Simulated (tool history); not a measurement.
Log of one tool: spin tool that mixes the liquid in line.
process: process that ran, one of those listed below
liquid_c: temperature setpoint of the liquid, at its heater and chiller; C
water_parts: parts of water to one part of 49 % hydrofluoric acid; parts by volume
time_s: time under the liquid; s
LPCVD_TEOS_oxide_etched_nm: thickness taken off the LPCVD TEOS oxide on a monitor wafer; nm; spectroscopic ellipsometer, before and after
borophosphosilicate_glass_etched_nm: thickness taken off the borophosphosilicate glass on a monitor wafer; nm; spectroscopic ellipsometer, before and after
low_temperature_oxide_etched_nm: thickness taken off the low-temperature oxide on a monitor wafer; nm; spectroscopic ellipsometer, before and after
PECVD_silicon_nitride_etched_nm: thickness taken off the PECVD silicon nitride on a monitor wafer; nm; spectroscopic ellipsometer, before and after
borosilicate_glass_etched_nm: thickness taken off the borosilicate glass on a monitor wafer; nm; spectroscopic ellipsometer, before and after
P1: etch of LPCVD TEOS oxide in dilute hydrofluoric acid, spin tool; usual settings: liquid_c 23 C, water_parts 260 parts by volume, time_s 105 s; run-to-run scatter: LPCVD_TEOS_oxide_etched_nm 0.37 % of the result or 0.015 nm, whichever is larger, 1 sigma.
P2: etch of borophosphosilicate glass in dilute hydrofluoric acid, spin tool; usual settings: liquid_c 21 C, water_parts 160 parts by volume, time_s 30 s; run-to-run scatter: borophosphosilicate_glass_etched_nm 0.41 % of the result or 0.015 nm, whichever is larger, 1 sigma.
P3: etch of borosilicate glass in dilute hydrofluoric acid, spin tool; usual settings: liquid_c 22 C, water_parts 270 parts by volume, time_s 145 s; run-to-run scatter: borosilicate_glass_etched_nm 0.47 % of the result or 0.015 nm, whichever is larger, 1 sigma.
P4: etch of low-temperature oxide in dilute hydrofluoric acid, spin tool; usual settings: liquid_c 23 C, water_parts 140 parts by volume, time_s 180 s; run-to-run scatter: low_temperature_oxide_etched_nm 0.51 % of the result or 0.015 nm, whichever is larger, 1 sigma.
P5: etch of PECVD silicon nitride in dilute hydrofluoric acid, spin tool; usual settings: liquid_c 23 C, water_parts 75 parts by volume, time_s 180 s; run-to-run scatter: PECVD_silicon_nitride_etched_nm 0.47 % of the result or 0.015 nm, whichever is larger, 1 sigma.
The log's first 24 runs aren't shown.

run	hour	process	liquid_c	water_parts	time_s	LPCVD_TEOS_oxide_etched_nm	borophosphosilicate_glass_etched_nm	low_temperature_oxide_etched_nm	PECVD_silicon_nitride_etched_nm	borosilicate_glass_etched_nm
25	167.4	P3	22	270	75					5.1599
26	174.3	P4	23	140	295			20.565		
27	178.7	P1	23	465	105	5.6795				
28	187.7	P1	23	260	105	12.274				
29	195.9	P3	22	270	145					9.9722
30	205.4	P5	23	75	180				7.2467	
31	214.2	P4	23	140	180			12.569		
32	219.2	P1	23	260	105	12.31				

Forecast run 33:
33	224	P1	23	260	105	?				

LPCVD_TEOS_oxide_etched_nm: 12.338 nm

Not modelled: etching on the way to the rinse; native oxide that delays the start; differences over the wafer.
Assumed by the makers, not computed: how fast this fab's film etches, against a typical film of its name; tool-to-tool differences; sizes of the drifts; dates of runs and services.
